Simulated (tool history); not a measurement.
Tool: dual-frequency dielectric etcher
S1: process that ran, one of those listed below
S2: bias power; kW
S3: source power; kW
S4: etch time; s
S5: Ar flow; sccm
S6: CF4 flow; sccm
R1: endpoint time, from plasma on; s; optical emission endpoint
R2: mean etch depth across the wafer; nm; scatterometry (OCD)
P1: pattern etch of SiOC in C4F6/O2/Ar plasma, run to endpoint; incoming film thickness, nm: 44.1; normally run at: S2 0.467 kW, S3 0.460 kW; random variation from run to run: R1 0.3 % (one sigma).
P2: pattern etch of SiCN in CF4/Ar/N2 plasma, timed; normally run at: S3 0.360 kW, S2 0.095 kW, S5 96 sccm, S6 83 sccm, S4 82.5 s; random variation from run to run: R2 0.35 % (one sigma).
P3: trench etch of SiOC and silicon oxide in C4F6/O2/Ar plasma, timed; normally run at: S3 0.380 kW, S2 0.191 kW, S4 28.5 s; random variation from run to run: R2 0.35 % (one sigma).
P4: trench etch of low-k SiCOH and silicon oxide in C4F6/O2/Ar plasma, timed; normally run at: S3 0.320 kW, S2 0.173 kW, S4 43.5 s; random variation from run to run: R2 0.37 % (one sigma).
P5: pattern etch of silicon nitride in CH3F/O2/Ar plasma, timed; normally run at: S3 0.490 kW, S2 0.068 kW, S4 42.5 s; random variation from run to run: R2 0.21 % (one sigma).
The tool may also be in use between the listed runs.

{"run": 1, "day": 0.1, "S1": "P1", "S2": 0.467, "S3": 0.46, "R1": 14.366}
{"run": 2, "day": 0.179, "S1": "P5", "S2": 0.068, "S3": 0.34, "S4": 42.5, "R2": 27.621}
{"run": 3, "day": 0.283, "S1": "P1", "S2": 0.467, "S3": 0.65, "R1": 12.613}
{"run": 4, "day": 0.421, "S1": "P5", "S2": 0.084, "S3": 0.49, "S4": 42.5, "R2": 34.005}
{"run": 5, "day": 0.525, "S1": "P3", "S2": 0.191, "S3": 0.29, "S4": 28.5, "R2": 50.671}
{"run": 6, "day": 0.667, "S1": "P4", "S2": 0.173, "S3": 0.32, "S4": 43.5, "R2": 123.26}
{"run": 7, "day": 0.788, "S1": "P2", "S2": 0.095, "S3": 0.36, "S4": 82.5, "S5": 96, "S6": 113, "R2": 70.035}
{"day": 0.883, "done": "wet clean of the chamber"}
{"run": 8, "day": 0.888, "S1": "P1", "S2": 0.645, "S3": 0.46, "R1": 12.683}
{"run": 9, "day": 0.983, "S1": "P4", "S2": 0.173, "S3": 0.32, "S4": 60.0, "R2": 168.86}
{"run": 10, "day": 1.138, "S1": "P5", "S2": 0.068, "S3": 0.49, "S4": 55.0, "R2": 41.128}
{"run": 11, "day": 1.317, "S1": "P3", "S2": 0.191, "S3": 0.38, "S4": 42.5, "R2": 84.13}
{"run": 12, "day": 1.446, "S1": "P1", "S2": 0.467, "S3": 0.35, "R1": 15.821}
{"run": 13, "day": 1.575, "S1": "P2", "S2": 0.095, "S3": 0.36, "S4": 82.5, "S5": 129, "S6": 83, "R2": 64.825}
{"run": 14, "day": 1.754, "S1": "P1", "S2": 0.467, "S3": 0.46, "R1": 14.327}
{"run": 15, "day": 1.854, "S1": "P1", "S2": 0.371, "S3": 0.46, "R1": 15.529}
{"run": 16, "day": 1.967, "S1": "P1", "S2": 0.37, "S3": 0.64, "R1": 13.682}
{"run": 17, "day": 2.05, "S1": "P1", "S2": 0.467, "S3": 0.46, "R1": 14.316}
{"run": 18, "day": 2.229, "S1": "P2", "S2": 0.095, "S3": 0.36, "S4": 82.5, "S5": 96, "S6": 83, "R2": 67.787}
{"run": 19, "day": 2.4, "S1": "P2", "S2": 0.095, "S3": 0.5, "S4": 82.5, "S5": 96, "S6": 83, "R2": 90.37}
{"run": 20, "day": 2.554, "S1": "P1", "S2": 0.29, "S3": 0.35, "R1": 18.737}
{"run": 21, "day": 2.662, "S1": "P5", "S2": 0.068, "S3": 0.49, "S4": 42.5, "R2": 31.76}
{"run": 22, "day": 2.771, "S1": "P3", "S2": 0.191, "S3": 0.38, "S4": 28.5, "R2": 56.614}
{"run": 23, "day": 2.879, "S1": "P4", "S2": 0.21, "S3": 0.32, "S4": 43.5, "R2": 130.03}
{"run": 24, "day": 3.008, "S1": "P2", "S2": 0.118, "S3": 0.36, "S4": 82.5, "S5": 96, "S6": 83, "R2": 73.138}
{"run": 25, "day": 3.146, "S1": "P1", "S2": 0.467, "S3": 0.46, "R1": 14.366}
{"run": 26, "day": 3.304, "S1": "P3", "S2": 0.152, "S3": 0.38, "S4": 28.5, "R2": 52.561}
{"run": 27, "day": 3.404, "S1": "P1", "S2": 0.467, "S3": 0.46, "R1": 14.427}
{"run": 28, "day": 3.517, "S1": "P1", "S2": 0.302, "S3": 0.28, "R1": 20.264}
{"run": 29, "day": 3.617, "S1": "P2", "S2": 0.095, "S3": 0.36, "S4": 123.0, "S5": 96, "S6": 83, "R2": 100.96}
{"run": 30, "day": 3.721, "S1": "P4", "S2": 0.173, "S3": 0.38, "S4": 43.5, "R2": 131.08}
{"run": 31, "day": 3.896, "S1": "P1", "S2": 0.467, "S3": 0.46, "R1": 14.301}
{"run": 32, "day": 4.075, "S1": "P1", "S2": 0.467, "S3": 0.46, "R1": 14.271}
{"run": 33, "day": 4.167, "S1": "P1", "S2": 0.467, "S3": 0.46, "R1": 14.172}
{"run": 34, "day": 4.292, "S1": "P1", "S2": 0.467, "S3": 0.46, "R1": 14.172}
{"run": 35, "day": 4.4, "S1": "P1", "S2": 0.467, "S3": 0.46, "R1": 14.178}
{"run": 36, "day": 4.562, "S1": "P1", "S2": 0.467, "S3": 0.46, "R1": 14.083}
{"day": 4.683, "done": "wet clean of the chamber"}
{"run": 37, "day": 4.717, "S1": "P1", "S2": 0.467, "S3": 0.46, "R1": 14.086}
{"run": 38, "day": 4.8, "S1": "P1", "S2": 0.467, "S3": 0.46, "R1": 14.082}
{"run": 39, "day": 4.975, "S1": "P1", "S2": 0.467, "S3": 0.46, "R1": 14.165}
{"run": 40, "day": 5.158, "S1": "P1", "S2": 0.467, "S3": 0.46, "R1": 14.152}
{"run": 41, "day": 5.254, "S1": "P1", "S2": 0.467, "S3": 0.46, "R1": 14.05}
{"run": 42, "day": 5.383, "S1": "P1", "S2": 0.467, "S3": 0.46, "R1": 14.071}

What P1 gives has crept away from where it was. These 2 causes fit the log equally well, each at the size given:
A: bias power that arrives over what is set, % = 4.2
B: source power that arrives over what is set, % = 4.16
The creep began at about day 3.896.
Why every other cause is out:
chamber walls in a state that raises the etch rate, %: serviced at day 4.683, which brought nothing back

4 check runs are offered, each on 2 wafers whose results are averaged, their results left as question marks. Which one tells the causes apart?
{"run": "check 1", "day": 5.512, "S1": "P4", "S2": 0.173, "S3": 0.32, "S4": 43.5, "R2": "?"}
{"run": "check 2", "day": 5.512, "S1": "P5", "S2": 0.068, "S3": 0.49, "S4": 42.5, "R2": "?"}
{"run": "check 3", "day": 5.512, "S1": "P2", "S2": 0.095, "S3": 0.36, "S4": 82.5, "S5": 96, "S6": 83, "R2": "?"}
{"run": "check 4", "day": 5.512, "S1": "P3", "S2": 0.191, "S3": 0.38, "S4": 28.5, "R2": "?"}

What each check would give under each cause:
check=check_1 result=R2 if_A=124.380 if_B=124.710
check=check_2 result=R2 if_A=32.118 if_B=32.178
check=check_3 result=R2 if_A=68.738 if_B=70.179
check=check_4 result=R2 if_A=57.110 if_B=57.253
How far apart the two closest causes lie, in the result that separates them most: check 1 0.27 %; check 2 0.19 %; check 3 2.07 %; check 4 0.25 %
Only check 3 tells the causes apart: in the others they would give nearly the same result.

Check 3 was then run and gave: R2 69.845 nm. Which cause is it?

It is B: source power that arrives over what is set, %.
